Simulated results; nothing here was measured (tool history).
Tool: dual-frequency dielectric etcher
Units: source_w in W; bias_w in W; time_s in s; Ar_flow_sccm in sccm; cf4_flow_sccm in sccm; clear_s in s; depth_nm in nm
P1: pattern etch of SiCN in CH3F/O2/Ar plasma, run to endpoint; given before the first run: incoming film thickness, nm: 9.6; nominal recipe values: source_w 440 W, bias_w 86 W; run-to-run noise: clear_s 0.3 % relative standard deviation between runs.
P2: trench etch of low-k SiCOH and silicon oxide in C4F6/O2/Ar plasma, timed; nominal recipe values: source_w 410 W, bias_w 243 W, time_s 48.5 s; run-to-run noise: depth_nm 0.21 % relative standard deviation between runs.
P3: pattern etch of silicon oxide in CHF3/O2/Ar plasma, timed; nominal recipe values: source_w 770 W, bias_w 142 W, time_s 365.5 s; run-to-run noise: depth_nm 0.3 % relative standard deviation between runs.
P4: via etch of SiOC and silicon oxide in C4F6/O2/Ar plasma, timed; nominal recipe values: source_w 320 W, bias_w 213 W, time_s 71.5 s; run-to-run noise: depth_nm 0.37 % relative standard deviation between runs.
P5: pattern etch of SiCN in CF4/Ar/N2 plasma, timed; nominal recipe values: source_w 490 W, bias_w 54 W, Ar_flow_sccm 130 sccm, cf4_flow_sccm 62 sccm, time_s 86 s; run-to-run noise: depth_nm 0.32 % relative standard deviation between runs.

| run | hour | process | source_w | bias_w | time_s | Ar_flow_sccm | cf4_flow_sccm | hours since the last wet clean | hours since the last source power generator calibration | hours since the last bias power generator calibration | clear_s | depth_nm |
|---|---|---|---|---|---|---|---|---|---|---|---|---|
| 1 | 7.8 | P1 | 440 | 86 |  |  |  | 285.8 | 800.5 | 1705.7 | 22.598 |  |
| 2 | 12.9 | P4 | 320 | 213 | 71.5 |  |  | 290.9 | 805.6 | 1710.8 |  | 76.31 |
| 3 | 21.1 | P1 | 440 | 86 |  |  |  | 299.1 | 813.8 | 1719 | 22.634 |  |
| 4 | 26.6 | P1 | 440 | 86 |  |  |  | 304.6 | 819.3 | 1724.5 | 22.633 |  |
| 5 | 31.1 | P2 | 410 | 243 | 48.5 |  |  | 309.1 | 823.8 | 1729 |  | 175.97 |
| 6 | 35.2 | P1 | 590 | 86 |  |  |  | 313.2 | 827.9 | 1733.1 | 20.34 |  |
| 7 | 42.9 | P3 | 500 | 142 | 365.5 |  |  | 320.9 | 835.6 | 1740.8 |  | 626.64 |
| 8 | 47.3 | P5 | 490 | 54 | 86 | 130 | 62 | 325.3 | 840 | 1745.2 |  | 69.203 |
| 9 | 52.1 | P2 | 260 | 243 | 48.5 |  |  | 330.1 | 844.8 | 1750 |  | 148.4 |
| 10 | 55.9 | P5 | 490 | 41 | 86 | 130 | 62 | 333.9 | 848.6 | 1753.8 |  | 62.843 |
| 11 | 62.4 | P1 | 360 | 86 |  |  |  | 340.4 | 855.1 | 1760.3 | 24.284 |  |
| 12 | 68 | P5 | 490 | 54 | 86 | 161 | 62 | 346 | 860.7 | 1765.9 |  | 66.177 |
| 13 | 73.6 | P4 | 320 | 213 | 71.5 |  |  | 351.6 | 866.3 | 1771.5 |  | 76.197 |
| 14 | 78.6 | P4 | 320 | 136 | 71.5 |  |  | 356.6 | 871.3 | 1776.5 |  | 66.076 |
| 15 | 85.4 | P1 | 440 | 86 |  |  |  | 363.4 | 878.1 | 1783.3 | 22.697 |  |
| 16 | 90.1 | P4 | 320 | 213 | 45.5 |  |  | 368.1 | 882.8 | 1788 |  | 48.354 |
| 17 | 98.5 | P5 | 490 | 54 | 86 | 130 | 83 | 376.5 | 891.2 | 1796.4 |  | 72.78 |
| 18 | 104.4 | P1 | 440 | 86 |  |  |  | 382.4 | 897.1 | 1802.3 | 22.596 |  |
| 19 | 112.8 | P2 | 410 | 340 | 48.5 |  |  | 390.8 | 905.5 | 1810.7 |  | 198.44 |
| 20 | 119 | P3 | 770 | 183 | 365.5 |  |  | 397 | 911.7 | 1816.9 |  | 806.92 |
| 21 | 123.7 | P5 | 650 | 54 | 86 | 130 | 62 | 401.7 | 916.4 | 1821.6 |  | 88.627 |
| 22 | 131 | P4 | 410 | 213 | 71.5 |  |  | 409 | 923.7 | 1828.9 |  | 83.827 |
| 23 | 134.6 | P3 | 770 | 142 | 365.5 |  |  | 412.6 | 927.3 | 1832.5 |  | 742.36 |
|  | 135 | wet clean of the chamber |
| 24 | 138.9 | P3 | 770 | 142 | 512.5 |  |  | 3.9 | 931.6 | 1836.8 |  | 1051.5 |
| 25 | 146.8 | P2 | 410 | 243 | 64 |  |  | 11.8 | 939.5 | 1844.7 |  | 232.51 |
| 26 | 150.7 | P2 | 410 | 243 | 48.5 |  |  | 15.7 | 943.4 | 1848.6 |  | 175.87 |
| 27 | 154.8 | P1 | 440 | 105 |  |  |  | 19.8 | 947.5 | 1852.7 | 20.908 |  |
| 28 | 162.7 | P1 | 440 | 53 |  |  |  | 27.7 | 955.4 | 1860.6 | 26.698 |  |
| 29 | 166.6 | P3 | 770 | 142 | 365.5 |  |  | 31.6 | 959.3 | 1864.5 |  | 747.7 |
| 30 | 174.5 | P5 | 490 | 54 | 86 | 130 | 62 | 39.5 | 967.2 | 1872.4 |  | 69.062 |
| 31 | 181.9 | P1 | 370 | 118 |  |  |  | 46.9 | 974.6 | 1879.8 | 21.428 |  |
| 32 | 188.5 | P1 | 440 | 86 |  |  |  | 53.5 | 981.2 | 1886.4 | 22.5 |  |
| 33 | 194.7 | P5 | 490 | 54 | 51 | 130 | 62 | 59.7 | 987.4 | 1892.6 |  | 40.951 |
| 34 | 199.5 | P1 | 440 | 86 |  |  |  | 64.5 | 992.2 | 1897.4 | 22.696 |  |
| 35 | 205.8 | P1 | 440 | 86 |  |  |  | 70.8 | 998.5 | 1903.7 | 22.589 |  |
| 36 | 212.3 | P1 | 440 | 86 |  |  |  | 77.3 | 1005 | 1910.2 | 22.432 |  |
| 37 | 220.9 | P1 | 440 | 86 |  |  |  | 85.9 | 1013.6 | 1918.8 | 22.342 |  |
| 38 | 228.3 | P1 | 440 | 86 |  |  |  | 93.3 | 1021 | 1926.2 | 22.283 |  |
| 39 | 232.4 | P1 | 440 | 86 |  |  |  | 97.4 | 1025.1 | 1930.3 | 22.313 |  |
|  | 236.9 | wet clean of the chamber |
| 40 | 238.7 | P1 | 440 | 86 |  |  |  | 1.9 | 1031.4 | 1936.6 | 22.39 |  |
| 41 | 242.9 | P1 | 440 | 86 |  |  |  | 6.1 | 1035.6 | 1940.8 | 22.277 |  |
| 42 | 249.6 | P1 | 440 | 86 |  |  |  | 12.8 | 1042.3 | 1947.5 | 22.188 |  |

The log shows P1 creeping away from where it was. Any of the 2 causes listed here, at the size stated for it, fits the log just as well as the others:
A: source power that arrives over what is set, % = 4.14
B: bias power that arrives over what is set, % = 4.23
Onset of the creep was near hour 199.5.
Why every other cause is out:
chamber walls in a state that raises the etch rate, %: serviced after onset, at hour 236.9, with no recovery of the prior output

The list below offers 4 check runs, each averaging the results of 2 wafers, and shows each result as a question mark. For which of them would the listed causes give clearly different results?
| check 1 | 256.3 | P5 | 490 | 43 | 59.5 | 130 | 62 |  |  |  |  | ? |
| check 2 | 256.3 | P3 | 530 | 142 | 443 |  |  |  |  |  |  | ? |
| check 3 | 256.3 | P4 | 410 | 174 | 71.5 |  |  |  |  |  |  | ? |
| check 4 | 256.3 | P2 | 410 | 337 | 60.5 |  |  |  |  |  |  | ? |

What each check would give under each cause:
| check | result | if A | if B |
|---|---|---|---|
| check 1 | depth_nm | 45.832 | 44.823 |
| check 2 | depth_nm | 792.12 | 790.32 |
| check 3 | depth_nm | 79.561 | 79.363 |
| check 4 | depth_nm | 249.92 | 249.79 |
Minimum pairwise separation of causes per check, each pair taken at its best-separating result: check 1 2.23 %; check 2 0.23 %; check 3 0.25 %; check 4 0.05 %
The other checks would show nearly matching results whichever cause is true, so check 1 is the only one that separates the causes.

Check 1 has now been run. It gave: depth_nm 45.923 nm. Which of the candidate causes is it?

The cause is A: source power that arrives over what is set, %.

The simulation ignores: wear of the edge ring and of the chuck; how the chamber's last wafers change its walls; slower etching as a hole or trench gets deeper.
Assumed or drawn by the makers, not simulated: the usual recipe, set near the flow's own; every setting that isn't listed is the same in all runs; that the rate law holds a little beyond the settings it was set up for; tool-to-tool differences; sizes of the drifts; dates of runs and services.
